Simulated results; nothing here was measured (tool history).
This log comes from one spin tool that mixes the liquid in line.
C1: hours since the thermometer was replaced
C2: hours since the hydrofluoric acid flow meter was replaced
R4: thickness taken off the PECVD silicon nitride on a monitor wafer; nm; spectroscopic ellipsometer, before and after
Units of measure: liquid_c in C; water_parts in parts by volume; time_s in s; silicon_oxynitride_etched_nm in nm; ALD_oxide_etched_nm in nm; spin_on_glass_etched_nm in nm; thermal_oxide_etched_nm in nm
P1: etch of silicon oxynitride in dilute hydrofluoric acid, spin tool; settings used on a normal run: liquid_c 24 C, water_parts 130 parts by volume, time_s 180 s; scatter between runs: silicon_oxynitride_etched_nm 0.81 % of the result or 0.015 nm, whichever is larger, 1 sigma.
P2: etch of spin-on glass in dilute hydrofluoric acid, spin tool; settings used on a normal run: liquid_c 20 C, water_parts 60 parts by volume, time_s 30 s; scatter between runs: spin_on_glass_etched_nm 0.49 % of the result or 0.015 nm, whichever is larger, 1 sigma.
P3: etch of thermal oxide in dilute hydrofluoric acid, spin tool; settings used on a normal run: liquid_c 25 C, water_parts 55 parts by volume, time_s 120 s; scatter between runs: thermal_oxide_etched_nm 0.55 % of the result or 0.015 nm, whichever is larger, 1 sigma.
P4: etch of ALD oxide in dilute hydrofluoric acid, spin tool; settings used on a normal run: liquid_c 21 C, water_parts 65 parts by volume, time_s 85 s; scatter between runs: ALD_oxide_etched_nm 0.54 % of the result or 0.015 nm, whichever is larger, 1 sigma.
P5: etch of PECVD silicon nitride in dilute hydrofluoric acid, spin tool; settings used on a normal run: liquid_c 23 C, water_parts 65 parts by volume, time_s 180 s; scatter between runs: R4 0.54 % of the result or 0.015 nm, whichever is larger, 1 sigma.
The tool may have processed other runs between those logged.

Run 1, hour 10.6: process P1, liquid_c 24 C, water_parts 130 parts by volume, time_s 180 s; C1 709.2; C2 1483.7. Result: silicon_oxynitride_etched_nm 3.261 nm.
Run 2, hour 20.8: process P4, liquid_c 17 C, water_parts 65 parts by volume, time_s 85 s; C1 719.4; C2 1493.9. Result: ALD_oxide_etched_nm 15.841 nm.
Run 3, hour 32.7: process P2, liquid_c 20 C, water_parts 60 parts by volume, time_s 30 s; C1 731.3; C2 1505.8. Result: spin_on_glass_etched_nm 20.011 nm.
Run 4, hour 44.5: process P5, liquid_c 23 C, water_parts 65 parts by volume, time_s 20 s; C1 743.1; C2 1517.6. Result: R4 0.98569 nm.
Run 5, hour 53.1: process P3, liquid_c 25 C, water_parts 30 parts by volume, time_s 120 s; C1 751.7; C2 1526.2. Result: thermal_oxide_etched_nm 21.529 nm.
Run 6, hour 59.6: process P1, liquid_c 24 C, water_parts 130 parts by volume, time_s 180 s; C1 758.2; C2 1532.7. Result: silicon_oxynitride_etched_nm 3.306 nm.
Run 7, hour 65.9: process P1, liquid_c 24 C, water_parts 55 parts by volume, time_s 180 s; C1 764.5; C2 1539. Result: silicon_oxynitride_etched_nm 8.3405 nm.
Run 8, hour 73.5: process P3, liquid_c 20 C, water_parts 55 parts by volume, time_s 120 s; C1 772.1; C2 1546.6. Result: thermal_oxide_etched_nm 9.2481 nm.
Run 9, hour 83.6: process P2, liquid_c 20 C, water_parts 90 parts by volume, time_s 30 s; C1 782.2; C2 1556.7. Result: spin_on_glass_etched_nm 12.909 nm.
Run 10, hour 92.4: process P1, liquid_c 24 C, water_parts 130 parts by volume, time_s 35 s; C1 791; C2 1565.5. Result: silicon_oxynitride_etched_nm 0.64852 nm.
Run 11, hour 101.5: process P2, liquid_c 17 C, water_parts 60 parts by volume, time_s 30 s; C1 800.1; C2 1574.6. Result: spin_on_glass_etched_nm 17.567 nm.
Run 12, hour 110.4: process P1, liquid_c 24 C, water_parts 130 parts by volume, time_s 340 s; C1 809; C2 1583.5. Result: silicon_oxynitride_etched_nm 6.3024 nm.
Run 13, hour 117.3: process P1, liquid_c 24 C, water_parts 215 parts by volume, time_s 180 s; C1 815.9; C2 1590.4. Result: silicon_oxynitride_etched_nm 1.8703 nm.
Run 14, hour 123.9: process P5, liquid_c 23 C, water_parts 65 parts by volume, time_s 180 s; C1 822.5; C2 1597. Result: R4 8.8203 nm.
Run 15, hour 130: process P3, liquid_c 25 C, water_parts 55 parts by volume, time_s 30 s; C1 828.6; C2 1603.1. Result: thermal_oxide_etched_nm 2.826 nm.
Run 16, hour 141.6: process P5, liquid_c 23 C, water_parts 30 parts by volume, time_s 180 s; C1 840.2; C2 1614.7. Result: R4 18.663 nm.
Run 17, hour 148: process P4, liquid_c 21 C, water_parts 65 parts by volume, time_s 85 s; C1 846.6; C2 1621.1. Result: ALD_oxide_etched_nm 18.579 nm.
Run 18, hour 154.8: process P5, liquid_c 28.5 C, water_parts 65 parts by volume, time_s 180 s; C1 853.4; C2 1627.9. Result: R4 12.628 nm.
Run 19, hour 167.6: process P1, liquid_c 32.5 C, water_parts 130 parts by volume, time_s 180 s; C1 866.2; C2 1640.7. Result: silicon_oxynitride_etched_nm 4.7999 nm.
Run 20, hour 180.5: process P4, liquid_c 21 C, water_parts 65 parts by volume, time_s 25 s; C1 879.1; C2 1653.6. Result: ALD_oxide_etched_nm 5.483 nm.
Run 21, hour 192.2: process P2, liquid_c 20 C, water_parts 60 parts by volume, time_s 15 s; C1 890.8; C2 1665.3. Result: spin_on_glass_etched_nm 10.017 nm.
Run 22, hour 200.2: process P1, liquid_c 20 C, water_parts 75 parts by volume, time_s 180 s; C1 898.8; C2 1673.3. Result: silicon_oxynitride_etched_nm 4.961 nm.
Run 23, hour 210.1: process P3, liquid_c 25 C, water_parts 55 parts by volume, time_s 120 s; C1 908.7; C2 1683.2. Result: thermal_oxide_etched_nm 11.367 nm.
Run 24, hour 220.1: process P1, liquid_c 24 C, water_parts 130 parts by volume, time_s 180 s; C1 918.7; C2 1693.2. Result: silicon_oxynitride_etched_nm 3.3339 nm.
Run 25, hour 230.8: process P4, liquid_c 21 C, water_parts 105 parts by volume, time_s 85 s; C1 929.4; C2 1703.9. Result: ALD_oxide_etched_nm 11.112 nm.
Run 26, hour 243.9: process P4, liquid_c 21 C, water_parts 65 parts by volume, time_s 85 s; C1 942.5; C2 1717. Result: ALD_oxide_etched_nm 18.75 nm.
Run 27, hour 255.2: process P3, liquid_c 25 C, water_parts 55 parts by volume, time_s 120 s; C1 953.8; C2 1728.3. Result: thermal_oxide_etched_nm 11.329 nm.
Run 28, hour 266.4: process P1, liquid_c 17 C, water_parts 130 parts by volume, time_s 180 s; C1 965; C2 1739.5. Result: silicon_oxynitride_etched_nm 2.3448 nm.
Run 29, hour 275.4: process P1, liquid_c 24 C, water_parts 130 parts by volume, time_s 180 s; C1 974; C2 1748.5. Result: silicon_oxynitride_etched_nm 3.3412 nm.
Run 30, hour 282.6: process P5, liquid_c 23 C, water_parts 65 parts by volume, time_s 180 s; C1 981.2; C2 1755.7. Result: R4 8.7999 nm.
Run 31, hour 294.7: process P2, liquid_c 20 C, water_parts 60 parts by volume, time_s 30 s; C1 993.3; C2 1767.8. Result: spin_on_glass_etched_nm 20.11 nm.
Run 32, hour 304.9: process P1, liquid_c 24 C, water_parts 130 parts by volume, time_s 180 s; C1 1003.5; C2 1778. Result: silicon_oxynitride_etched_nm 3.3418 nm.
Run 33, hour 310.9: process P1, liquid_c 24 C, water_parts 130 parts by volume, time_s 180 s; C1 1009.5; C2 1784. Result: silicon_oxynitride_etched_nm 3.3318 nm.
Run 34, hour 318.3: process P1, liquid_c 24 C, water_parts 130 parts by volume, time_s 180 s; C1 1016.9; C2 1791.4. Result: silicon_oxynitride_etched_nm 3.4204 nm.
Run 35, hour 328.5: process P1, liquid_c 24 C, water_parts 130 parts by volume, time_s 180 s; C1 1027.1; C2 1801.6. Result: silicon_oxynitride_etched_nm 3.5289 nm.

Forecast run 36:
Run 36, hour 341.4: process P1, liquid_c 24 C, water_parts 130 parts by volume, time_s 180 s; C1 1040; C2 1814.5. Result: silicon_oxynitride_etched_nm ?.

silicon_oxynitride_etched_nm: 3.5476 nm
